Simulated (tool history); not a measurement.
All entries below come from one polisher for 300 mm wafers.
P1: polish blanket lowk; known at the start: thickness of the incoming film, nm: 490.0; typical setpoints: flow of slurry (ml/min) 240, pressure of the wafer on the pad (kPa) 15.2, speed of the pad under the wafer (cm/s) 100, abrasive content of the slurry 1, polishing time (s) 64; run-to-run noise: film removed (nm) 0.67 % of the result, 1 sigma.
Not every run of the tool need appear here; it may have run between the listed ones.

| run | hour | flow of slurry (ml/min) | pressure of the wafer on the pad (kPa) | speed of the pad under the wafer (cm/s) | abrasive content of the slurry | polishing time (s) | wafers polished on this pad | hours since the slurry nozzle was cleaned | hours since the head pressure was calibrated | hours since the slurry blender was calibrated | hours since the conditioning disc was replaced | film removed (nm) |
|---|---|---|---|---|---|---|---|---|---|---|---|---|
| 1 | 4.8 | 240 | 15.2 | 100 | 1 | 64 | 332 | 102.7 | 262.3 | 96.4 | 61.5 | 31.059 |
| 2 | 12 | 240 | 15.2 | 100 | 1 | 88 | 409 | 109.9 | 269.5 | 103.6 | 68.7 | 42.667 |
| 3 | 17.5 | 240 | 21.4 | 100 | 1 | 89 | 468 | 115.4 | 275 | 109.1 | 74.2 | 60.941 |
| 4 | 25.2 | 240 | 15.2 | 100 | 1 | 64 | 551 | 123.1 | 282.7 | 116.8 | 81.9 | 31.02 |
| 5 | 31.2 | 240 | 15.2 | 100 | 1 | 64 | 616 | 129.1 | 288.7 | 122.8 | 87.9 | 30.917 |
| 6 | 37.7 | 145 | 15.2 | 100 | 1 | 64 | 686 | 135.6 | 295.2 | 129.3 | 94.4 | 28.529 |
| 7 | 44.7 | 240 | 6.9 | 100 | 1 | 84 | 762 | 142.6 | 302.2 | 136.3 | 101.4 | 18.508 |
| 8 | 49.6 | 240 | 21.4 | 100 | 1 | 64 | 814 | 147.5 | 307.1 | 141.2 | 106.3 | 43.212 |
| 9 | 58 | 240 | 15.2 | 100 | 1 | 64 | 905 | 155.9 | 315.5 | 149.6 | 114.7 | 30.83 |
| 10 | 66 | 330 | 15.2 | 100 | 1 | 64 | 991 | 163.9 | 323.5 | 157.6 | 122.7 | 31.976 |
| 11 | 72.1 | 240 | 15.2 | 100 | 1 | 64 | 1057 | 170 | 329.6 | 163.7 | 128.8 | 30.939 |
| 12 | 78.8 | 240 | 10.3 | 100 | 1 | 64 | 1129 | 176.7 | 336.3 | 170.4 | 135.5 | 21.115 |
| 13 | 84 | 240 | 15.2 | 152 | 1 | 64 | 1185 | 181.9 | 341.5 | 175.6 | 140.7 | 42.588 |
| 14 | 90 | 240 | 15.2 | 100 | 1.45 | 64 | 1250 | 187.9 | 347.5 | 181.6 | 146.7 | 36.039 |
| 15 | 95.3 | 240 | 15.2 | 100 | 0.5 | 64 | 1307 | 193.2 | 352.8 | 186.9 | 152 | 21.337 |
| 16 | 101.5 | 240 | 15.2 | 60 | 1 | 64 | 1374 | 199.4 | 359 | 193.1 | 158.2 | 20.748 |
| 17 | 108.2 | 240 | 15.2 | 100 | 1 | 38 | 1446 | 206.1 | 365.7 | 199.8 | 164.9 | 18.12 |
| 18 | 113.5 | 240 | 15.2 | 100 | 1 | 64 | 1503 | 211.4 | 371 | 205.1 | 170.2 | 31.02 |
| 19 | 121 | 240 | 15.2 | 100 | 1 | 64 | 1584 | 218.9 | 378.5 | 212.6 | 177.7 | 30.615 |
| 20 | 128 | 240 | 15.2 | 100 | 1 | 64 | 1659 | 225.9 | 385.5 | 219.6 | 184.7 | 30.002 |
| 21 | 135.6 | 240 | 15.2 | 100 | 1 | 64 | 1741 | 233.5 | 393.1 | 227.2 | 192.3 | 29.995 |
| 22 | 142.3 | 240 | 15.2 | 100 | 1 | 64 | 1813 | 240.2 | 399.8 | 233.9 | 199 | 29.44 |
|  | 145.2 | head pressure recalibrated |
| 23 | 150.6 | 240 | 15.2 | 100 | 1 | 64 | 1903 | 248.5 | 5.4 | 242.2 | 207.3 | 29.301 |
|  | 153.2 | conditioning disc replaced and pad reconditioned |
| 24 | 159.9 | 240 | 15.2 | 100 | 1 | 64 | 2003 | 257.8 | 14.7 | 251.5 | 6.8 | 29.156 |

Run 25 has not been measured yet. What should we expect?
|  | 164.2 | slurry blender recalibrated |
| 25 | 165.3 | 240 | 15.2 | 100 | 1 | 64 | 2061 | 263.2 | 20.1 | 1.2 | 12.2 | ? |

film removed (nm): 29.364
